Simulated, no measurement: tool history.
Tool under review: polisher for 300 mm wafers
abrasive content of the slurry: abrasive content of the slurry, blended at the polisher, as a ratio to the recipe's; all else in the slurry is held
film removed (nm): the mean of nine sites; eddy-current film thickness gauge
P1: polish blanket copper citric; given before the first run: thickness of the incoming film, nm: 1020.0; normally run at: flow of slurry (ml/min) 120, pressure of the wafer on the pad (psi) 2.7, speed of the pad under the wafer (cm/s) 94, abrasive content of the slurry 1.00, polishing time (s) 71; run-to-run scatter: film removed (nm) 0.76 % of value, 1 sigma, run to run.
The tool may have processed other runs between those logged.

| run | hour | flow of slurry (ml/min) | pressure of the wafer on the pad (psi) | speed of the pad under the wafer (cm/s) | abrasive content of the slurry | polishing time (s) | wafers polished on this pad | hours since the slurry nozzle was cleaned | hours since the head pressure was calibrated | hours since the slurry blender was calibrated | film removed (nm) |
|---|---|---|---|---|---|---|---|---|---|---|---|
| 1 | 7.1 | 120 | 2.7 | 94 | 1.00 | 71 | 452 | 75.8 | 334.8 | 83.9 | 115.200 |
| 2 | 15.9 | 120 | 2.7 | 94 | 1.00 | 71 | 516 | 84.6 | 343.6 | 92.7 | 115.820 |
| 3 | 24.7 | 175 | 2.7 | 94 | 1.00 | 106 | 581 | 93.4 | 352.4 | 101.5 | 183.630 |
| 4 | 36.0 | 120 | 2.7 | 94 | 1.00 | 71 | 664 | 104.7 | 363.7 | 112.8 | 114.370 |
| 5 | 42.5 | 120 | 2.7 | 94 | 1.00 | 71 | 711 | 111.2 | 370.2 | 119.3 | 114.680 |
| 6 | 47.8 | 120 | 1.7 | 94 | 1.00 | 71 | 750 | 116.5 | 375.5 | 124.6 | 73.914 |
| 7 | 54.9 | 120 | 2.7 | 94 | 1.40 | 71 | 802 | 123.6 | 382.6 | 131.7 | 122.840 |
| 8 | 64.3 | 120 | 2.7 | 130 | 1.00 | 71 | 871 | 133.0 | 392.0 | 141.1 | 158.600 |
| 9 | 74.0 | 120 | 2.7 | 94 | 0.75 | 71 | 942 | 142.7 | 401.7 | 150.8 | 107.310 |
| 10 | 80.3 | 120 | 2.7 | 42 | 1.00 | 71 | 988 | 149.0 | 408.0 | 157.1 | 53.701 |
| 11 | 89.8 | 120 | 2.7 | 94 | 1.00 | 48 | 1058 | 158.5 | 417.5 | 166.6 | 78.166 |
| 12 | 99.7 | 120 | 4.2 | 94 | 1.00 | 71 | 1130 | 168.4 | 427.4 | 176.5 | 177.250 |
| 13 | 108.1 | 120 | 2.7 | 94 | 1.00 | 71 | 1192 | 176.8 | 435.8 | 184.9 | 115.910 |
| 14 | 117.5 | 120 | 2.7 | 94 | 1.00 | 94 | 1261 | 186.2 | 445.2 | 194.3 | 154.430 |
| 15 | 124.4 | 120 | 2.7 | 94 | 1.00 | 71 | 1311 | 193.1 | 452.1 | 201.2 | 114.770 |
| 16 | 134.4 | 160 | 2.7 | 94 | 1.00 | 71 | 1384 | 203.1 | 462.1 | 211.2 | 123.220 |
| 17 | 144.5 | 70 | 2.7 | 94 | 1.00 | 71 | 1458 | 213.2 | 472.2 | 221.3 | 99.352 |
| 18 | 154.3 | 120 | 2.7 | 94 | 1.00 | 71 | 1530 | 223.0 | 482.0 | 231.1 | 115.990 |
| 19 | 161.1 | 120 | 2.7 | 94 | 1.00 | 71 | 1580 | 229.8 | 488.8 | 237.9 | 111.960 |
| 20 | 167.2 | 120 | 2.7 | 94 | 1.00 | 71 | 1625 | 235.9 | 494.9 | 244.0 | 108.530 |

Run 21, settings as shown, results not yet in. Your forecast:
| 21 | 174.8 | 120 | 2.7 | 94 | 1.00 | 71 | 1680 | 243.5 | 502.5 | 251.6 | ? |

{"run 21": {"film removed (nm)": 104.31}}
